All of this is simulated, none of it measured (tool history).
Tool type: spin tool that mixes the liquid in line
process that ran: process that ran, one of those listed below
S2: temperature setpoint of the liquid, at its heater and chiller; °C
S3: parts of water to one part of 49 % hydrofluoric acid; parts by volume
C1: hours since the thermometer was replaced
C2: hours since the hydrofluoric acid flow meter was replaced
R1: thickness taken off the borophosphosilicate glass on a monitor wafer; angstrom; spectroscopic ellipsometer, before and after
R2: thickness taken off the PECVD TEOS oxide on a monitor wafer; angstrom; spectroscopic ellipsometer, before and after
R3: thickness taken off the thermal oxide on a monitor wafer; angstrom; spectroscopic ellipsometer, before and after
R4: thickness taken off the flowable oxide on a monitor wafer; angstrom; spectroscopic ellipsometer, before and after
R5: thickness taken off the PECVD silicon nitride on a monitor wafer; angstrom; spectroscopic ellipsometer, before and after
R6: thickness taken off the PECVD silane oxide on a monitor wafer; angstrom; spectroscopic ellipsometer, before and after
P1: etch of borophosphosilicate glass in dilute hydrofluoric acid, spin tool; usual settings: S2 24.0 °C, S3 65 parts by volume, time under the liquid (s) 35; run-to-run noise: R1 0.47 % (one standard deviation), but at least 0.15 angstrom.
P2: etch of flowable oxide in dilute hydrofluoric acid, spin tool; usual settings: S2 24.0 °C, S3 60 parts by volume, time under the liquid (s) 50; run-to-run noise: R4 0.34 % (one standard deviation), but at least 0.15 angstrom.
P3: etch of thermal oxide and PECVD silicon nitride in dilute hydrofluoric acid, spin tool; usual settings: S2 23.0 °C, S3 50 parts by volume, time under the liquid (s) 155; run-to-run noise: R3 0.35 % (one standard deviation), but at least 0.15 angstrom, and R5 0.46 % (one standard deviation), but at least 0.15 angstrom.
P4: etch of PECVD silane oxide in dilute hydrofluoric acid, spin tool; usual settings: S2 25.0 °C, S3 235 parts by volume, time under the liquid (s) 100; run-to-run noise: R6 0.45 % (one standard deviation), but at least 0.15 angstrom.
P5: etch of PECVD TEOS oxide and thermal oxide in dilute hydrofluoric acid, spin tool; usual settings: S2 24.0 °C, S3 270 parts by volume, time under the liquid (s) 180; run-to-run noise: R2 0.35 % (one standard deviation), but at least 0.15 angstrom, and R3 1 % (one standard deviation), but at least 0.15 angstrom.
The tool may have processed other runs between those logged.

run 1 hour=10.4 | process_that_ran=P1 S2=24.0 S3=65 time_under_the_liquid_(s)=35 | C1=1015.4 C2=749.7 | R1=273.530
run 2 hour=19.4 | process_that_ran=P1 S2=24.0 S3=65 time_under_the_liquid_(s)=35 | C1=1024.4 C2=758.7 | R1=272.360
run 3 hour=29.5 | process_that_ran=P5 S2=24.0 S3=270 time_under_the_liquid_(s)=180 | C1=1034.5 C2=768.8 | R2=101.230 R3=26.3910
run 4 hour=39.6 | process_that_ran=P5 S2=24.0 S3=270 time_under_the_liquid_(s)=20 | C1=1044.6 C2=778.9 | R2=11.295 R3=3.0264
run 5 hour=57.0 | process_that_ran=P1 S2=24.0 S3=65 time_under_the_liquid_(s)=15 | C1=1062.0 C2=796.3 | R1=116.980
run 6 hour=72.4 | process_that_ran=P2 S2=24.0 S3=60 time_under_the_liquid_(s)=50 | C1=1077.4 C2=811.7 | R4=237.680
run 7 hour=80.2 | process_that_ran=P3 S2=23.0 S3=50 time_under_the_liquid_(s)=155 | C1=1085.2 C2=819.5 | R3=161.6900 R5=48.756
run 8 hour=97.3 | process_that_ran=P3 S2=23.0 S3=20 time_under_the_liquid_(s)=155 | C1=1102.3 C2=836.6 | R3=420.5800 R5=116.650
run 9 hour=111.0 | process_that_ran=P2 S2=24.0 S3=60 time_under_the_liquid_(s)=15 | C1=1116.0 C2=850.3 | R4=72.661
run 10 hour=119.6 | process_that_ran=P1 S2=24.0 S3=95 time_under_the_liquid_(s)=35 | C1=1124.6 C2=858.9 | R1=178.990
run 11 hour=131.5 | process_that_ran=P2 S2=24.0 S3=95 time_under_the_liquid_(s)=50 | C1=1136.5 C2=870.8 | R4=145.540
run 12 hour=146.4 | process_that_ran=P4 S2=25.0 S3=235 time_under_the_liquid_(s)=15 | C1=1151.4 C2=885.7 | R6=9.0174
run 13 hour=159.6 | process_that_ran=P2 S2=29.0 S3=60 time_under_the_liquid_(s)=50 | C1=1164.6 C2=898.9 | R4=293.180
run 14 hour=174.3 | process_that_ran=P1 S2=32.5 S3=65 time_under_the_liquid_(s)=35 | C1=1179.3 C2=913.6 | R1=381.190
run 15 hour=185.0 | process_that_ran=P2 S2=24.0 S3=60 time_under_the_liquid_(s)=50 | C1=1190.0 C2=924.3 | R4=239.700
run 16 hour=197.6 | process_that_ran=P5 S2=24.0 S3=50 time_under_the_liquid_(s)=180 | C1=1202.6 C2=936.9 | R2=703.910 R3=181.9200
run 17 hour=206.3 | process_that_ran=P1 S2=24.0 S3=65 time_under_the_liquid_(s)=35 | C1=1211.3 C2=945.6 | R1=271.820
run 18 hour=223.3 | process_that_ran=P1 S2=17.0 S3=65 time_under_the_liquid_(s)=15 | C1=1228.3 C2=962.6 | R1=87.131
run 19 hour=239.5 | process_that_ran=P1 S2=24.0 S3=65 time_under_the_liquid_(s)=35 | C1=1244.5 C2=978.8 | R1=272.450
run 20 hour=249.2 | process_that_ran=P3 S2=30.5 S3=50 time_under_the_liquid_(s)=155 | C1=1254.2 C2=988.5 | R3=219.3500 R5=79.510
run 21 hour=258.6 | process_that_ran=P5 S2=28.0 S3=270 time_under_the_liquid_(s)=180 | C1=1263.6 C2=997.9 | R2=116.910 R3=30.0740
-- hour=270.4 thermometer replaced
run 22 hour=271.4 | process_that_ran=P4 S2=33.5 S3=235 time_under_the_liquid_(s)=100 | C1=1.0 C2=1010.7 | R6=82.2190
run 23 hour=286.2 | process_that_ran=P1 S2=24.0 S3=65 time_under_the_liquid_(s)=35 | C1=15.8 C2=1025.5 | R1=272.100
run 24 hour=296.9 | process_that_ran=P4 S2=25.0 S3=35 time_under_the_liquid_(s)=100 | C1=26.5 C2=1036.2 | R6=521.7800
run 25 hour=314.7 | process_that_ran=P1 S2=24.0 S3=65 time_under_the_liquid_(s)=35 | C1=44.3 C2=1054.0 | R1=271.060
run 26 hour=332.1 | process_that_ran=P1 S2=24.0 S3=65 time_under_the_liquid_(s)=65 | C1=61.7 C2=1071.4 | R1=501.960
run 27 hour=345.6 | process_that_ran=P3 S2=23.0 S3=50 time_under_the_liquid_(s)=55 | C1=75.2 C2=1084.9 | R3=57.4800 R5=17.252
run 28 hour=355.7 | process_that_ran=P1 S2=24.0 S3=35 time_under_the_liquid_(s)=35 | C1=85.3 C2=1095.0 | R1=528.100
run 29 hour=366.5 | process_that_ran=P1 S2=20.0 S3=90 time_under_the_liquid_(s)=35 | C1=96.1 C2=1105.8 | R1=161.490
run 30 hour=379.9 | process_that_ran=P4 S2=25.0 S3=235 time_under_the_liquid_(s)=100 | C1=109.5 C2=1119.2 | R6=61.9410
run 31 hour=397.9 | process_that_ran=P1 S2=17.5 S3=65 time_under_the_liquid_(s)=35 | C1=127.5 C2=1137.2 | R1=205.360
run 32 hour=412.8 | process_that_ran=P1 S2=24.0 S3=65 time_under_the_liquid_(s)=35 | C1=142.4 C2=1152.1 | R1=270.610
run 33 hour=428.4 | process_that_ran=P1 S2=24.0 S3=65 time_under_the_liquid_(s)=35 | C1=158.0 C2=1167.7 | R1=281.160
run 34 hour=438.7 | process_that_ran=P1 S2=24.0 S3=65 time_under_the_liquid_(s)=35 | C1=168.3 C2=1178.0 | R1=286.180
run 35 hour=453.8 | process_that_ran=P1 S2=24.0 S3=65 time_under_the_liquid_(s)=35 | C1=183.4 C2=1193.1 | R1=288.590
run 36 hour=468.0 | process_that_ran=P1 S2=24.0 S3=65 time_under_the_liquid_(s)=35 | C1=197.6 C2=1207.3 | R1=289.100
run 37 hour=484.2 | process_that_ran=P1 S2=24.0 S3=65 time_under_the_liquid_(s)=35 | C1=213.8 C2=1223.5 | R1=290.090
run 38 hour=493.0 | process_that_ran=P1 S2=24.0 S3=65 time_under_the_liquid_(s)=35 | C1=222.6 C2=1232.3 | R1=292.160

What P1 gives has crept off from where it sat before. The 2 causes that follow fit the log equally well, each at the size noted:
A: liquid hotter than its thermometer reads (K) = 1.57
B: hydrofluoric acid flow above the setpoint (%) = 6.01
Onset of the creep was near hour 412.8.

Which of the 4 check runs listed below separates the causes, so that each cause would produce a clearly different result? Each run uses one wafer, and its results are marked with question marks.
run check 1 hour=501.8 | process_that_ran=P5 S2=24.0 S3=145 time_under_the_liquid_(s)=180 | R2=? R3=?
run check 2 hour=501.8 | process_that_ran=P2 S2=24.0 S3=80 time_under_the_liquid_(s)=20 | R4=?
run check 3 hour=501.8 | process_that_ran=P3 S2=23.0 S3=20 time_under_the_liquid_(s)=155 | R3=? R5=?
run check 4 hour=501.8 | process_that_ran=P4 S2=25.0 S3=65 time_under_the_liquid_(s)=100 | R6=?

Check results expected under each cause:
check=check_1 result=R2 if_A=228.450 if_B=230.310
check=check_1 result=R3 if_A=59.3430 if_B=59.8260
check=check_2 result=R4 if_A=74.691 if_B=74.803
check=check_3 result=R3 if_A=451.2000 if_B=448.1700
check=check_3 result=R5 if_A=130.820 if_B=124.130
check=check_4 result=R6 if_A=288.2400 if_B=288.3700
Gap, in per cent, between the two causes that each check separates least, read from the result that separates them most: check 1 0.81 %; check 2 0.15 %; check 3 5.25 %; check 4 0.04 %
The causes can be told apart only by check 3. The other checks would give nearly the same results under each of them.

Check 3 has now been run. It gave: R3 447.1300 angstrom; R5 124.050 angstrom. Which of the candidate causes is it?

It was cause B: hydrofluoric acid flow above the setpoint (%).
